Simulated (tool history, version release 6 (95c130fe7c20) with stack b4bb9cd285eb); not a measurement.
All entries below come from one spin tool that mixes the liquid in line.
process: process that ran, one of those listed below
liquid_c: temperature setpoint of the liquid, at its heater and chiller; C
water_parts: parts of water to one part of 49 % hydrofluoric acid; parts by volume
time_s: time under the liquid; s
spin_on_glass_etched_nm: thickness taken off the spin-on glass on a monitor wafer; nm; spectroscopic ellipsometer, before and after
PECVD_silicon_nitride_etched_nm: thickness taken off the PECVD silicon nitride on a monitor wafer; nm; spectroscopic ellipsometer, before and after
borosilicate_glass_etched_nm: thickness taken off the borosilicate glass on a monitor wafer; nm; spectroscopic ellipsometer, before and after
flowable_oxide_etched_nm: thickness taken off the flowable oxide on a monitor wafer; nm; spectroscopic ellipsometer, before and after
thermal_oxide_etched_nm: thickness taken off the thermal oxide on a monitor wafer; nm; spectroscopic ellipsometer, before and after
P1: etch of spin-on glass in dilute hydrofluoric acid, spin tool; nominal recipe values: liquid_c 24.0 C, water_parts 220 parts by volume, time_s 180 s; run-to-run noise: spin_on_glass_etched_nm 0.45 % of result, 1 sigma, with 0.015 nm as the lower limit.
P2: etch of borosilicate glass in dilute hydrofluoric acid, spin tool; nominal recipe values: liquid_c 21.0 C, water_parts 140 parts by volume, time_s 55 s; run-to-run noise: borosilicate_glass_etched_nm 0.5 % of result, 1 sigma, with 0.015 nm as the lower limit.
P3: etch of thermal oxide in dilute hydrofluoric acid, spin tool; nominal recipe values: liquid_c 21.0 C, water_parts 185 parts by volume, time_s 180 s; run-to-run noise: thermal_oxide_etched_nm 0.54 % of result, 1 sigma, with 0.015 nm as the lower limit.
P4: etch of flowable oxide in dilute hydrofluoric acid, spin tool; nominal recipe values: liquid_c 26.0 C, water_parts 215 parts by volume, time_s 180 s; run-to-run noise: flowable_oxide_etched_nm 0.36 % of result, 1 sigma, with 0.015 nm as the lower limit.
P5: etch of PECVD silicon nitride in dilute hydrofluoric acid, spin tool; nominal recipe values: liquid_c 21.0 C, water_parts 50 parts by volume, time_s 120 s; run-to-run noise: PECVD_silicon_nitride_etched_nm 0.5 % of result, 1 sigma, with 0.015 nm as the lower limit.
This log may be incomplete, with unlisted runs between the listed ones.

run   hour  process  liquid_c  water_parts  time_s  hours since the thermometer was replaced  hours since the hydrofluoric acid flow meter was replaced  spin_on_glass_etched_nm  PECVD_silicon_nitride_etched_nm  borosilicate_glass_etched_nm  flowable_oxide_etched_nm  thermal_oxide_etched_nm
  1    9.8       P1      24.0          220     180                                     836.0                                                      662.8                   28.778
  2   23.0       P5      21.0           25     120                                     849.2                                                      676.0                                                   17.6520
  3   33.6       P1      24.0          220     180                                     859.8                                                      686.6                   28.460
  4   47.1       P1      24.0           65     180                                     873.3                                                      700.1                  116.180
  5   56.2       P2      21.0           35      55                                     882.4                                                      709.2                                                                                 49.9300
  6   63.2       P1      28.0          220     180                                     889.4                                                      716.2                   33.040
  7   75.3       P1      24.0          220     180                                     901.5                                                      728.3                   28.364
      79.3  -- hydrofluoric acid flow meter replaced
  8   88.0       P1      24.0          220     290                                     914.2                                                        8.7                   46.327
  9   96.6       P1      29.0          390     180                                     922.8                                                       17.3                   16.176
 10  104.0       P4      26.0          215     180                                     930.2                                                       24.7                                                                                                            37.317
 11  113.6       P3      27.0          185     180                                     939.8                                                       34.3                                                                                                                                     4.8534
 12  122.8       P2      21.0          140      55                                     949.0                                                       43.5                                                                                 11.0280
 13  133.3       P4      26.0          215     180                                     959.5                                                       54.0                                                                                                            37.650
 14  146.4       P3      21.0          280     180                                     972.6                                                       67.1                                                                                                                                     2.3233
 15  156.0       P5      21.0           50     200                                     982.2                                                       76.7                                                   14.8600
 16  167.9       P2      21.0          140      15                                     994.1                                                       88.6                                                                                  2.9969
 17  180.1       P1      24.0          345     180                                    1006.3                                                      100.8                   16.053
 18  191.0       P5      21.0           50     120                                    1017.2                                                      111.7                                                    8.9401
 19  200.2       P4      26.0          365     180                                    1026.4                                                      120.9                                                                                                            18.954
 20  207.6       P3      21.0          185     180                                    1033.8                                                      128.3                                                                                                                                     3.9004
 21  216.7       P1      27.5           90     180                                    1042.9                                                      137.4                   94.313
 22  224.5       P1      31.5          135     180                                    1050.7                                                      145.2                   67.888
 23  232.1       P4      18.5          215     180                                    1058.3                                                      152.8                                                                                                            28.353
 24  243.6       P2      21.0          140      55                                    1069.8                                                      164.3                                                                                 11.0410
 25  257.4       P1      20.0          220     180                                    1083.6                                                      178.1                   24.562
 26  269.7       P1      24.0          220     180                                    1095.9                                                      190.4                   28.635
 27  280.2       P2      29.0          140      55                                    1106.4                                                      200.9                                                                                 14.8790
 28  293.2       P4      26.0          215     290                                    1119.4                                                      213.9                                                                                                            59.989
 29  299.7       P3      21.0          185     275                                    1125.9                                                      220.4                                                                                                                                     5.9235
 30  309.8       P5      17.0           50     120                                    1136.0                                                      230.5                                                    6.7237
 31  323.2       P1      24.0          220      95                                    1149.4                                                      243.9                   15.138
 32  334.6       P1      24.0          220     180                                    1160.8                                                      255.3                   28.731
 33  347.7       P1      24.0          220     180                                    1173.9                                                      268.4                   27.844
 34  360.3       P1      24.0          220     180                                    1186.5                                                      281.0                   27.338
 35  373.7       P1      24.0          220     180                                    1199.9                                                      294.4                   27.101
 36  380.2       P1      24.0          220     180                                    1206.4                                                      300.9                   27.062
 37  388.8       P1      24.0          220     180                                    1215.0                                                      309.5                   26.987
 38  399.4       P1      24.0          220     180                                    1225.6                                                      320.1                   26.888

The log shows P1 creeping away from where it was. Any of the 2 causes listed here, at the size stated for it, fits the log just as well as the others:
A: hydrofluoric acid flow below the setpoint (%) = 4.77
B: liquid colder than its thermometer reads (K) = 1.64
The process output started creeping at around hour 334.6.

Question marks stand in for the results of the 4 check runs listed below, each run on one wafer. Under which run would the listed causes show clearly different results?
check 1  410.0       P5      21.0           50     120                                                                                                                                                              ?
check 2  410.0       P2      21.0          140      55                                                                                                                                                                                            ?
check 3  410.0       P3      21.0          185     180                                                                                                                                                                                                                                               ?
check 4  410.0       P4      26.0          215     180                                                                                                                                                                                                                      ?

What each check would give under each cause:
  check                           result     if A     if B
check 1  PECVD_silicon_nitride_etched_nm   8.4906   7.9463
check 2     borosilicate_glass_etched_nm  10.3960  10.3010
check 3          thermal_oxide_etched_nm   3.6631   3.6432
check 4         flowable_oxide_etched_nm   35.226   35.278
Gap, in per cent, between the two causes that each check separates least, read from the result that separates them most: check 1 6.63 %; check 2 0.92 %; check 3 0.55 %; check 4 0.15 %
Only check 1 tells the causes apart: in the others they would give nearly the same result.

Then check 1 was run and gave: PECVD_silicon_nitride_etched_nm 7.9119 nm. Which cause is it?

It was cause B: liquid colder than its thermometer reads (K).
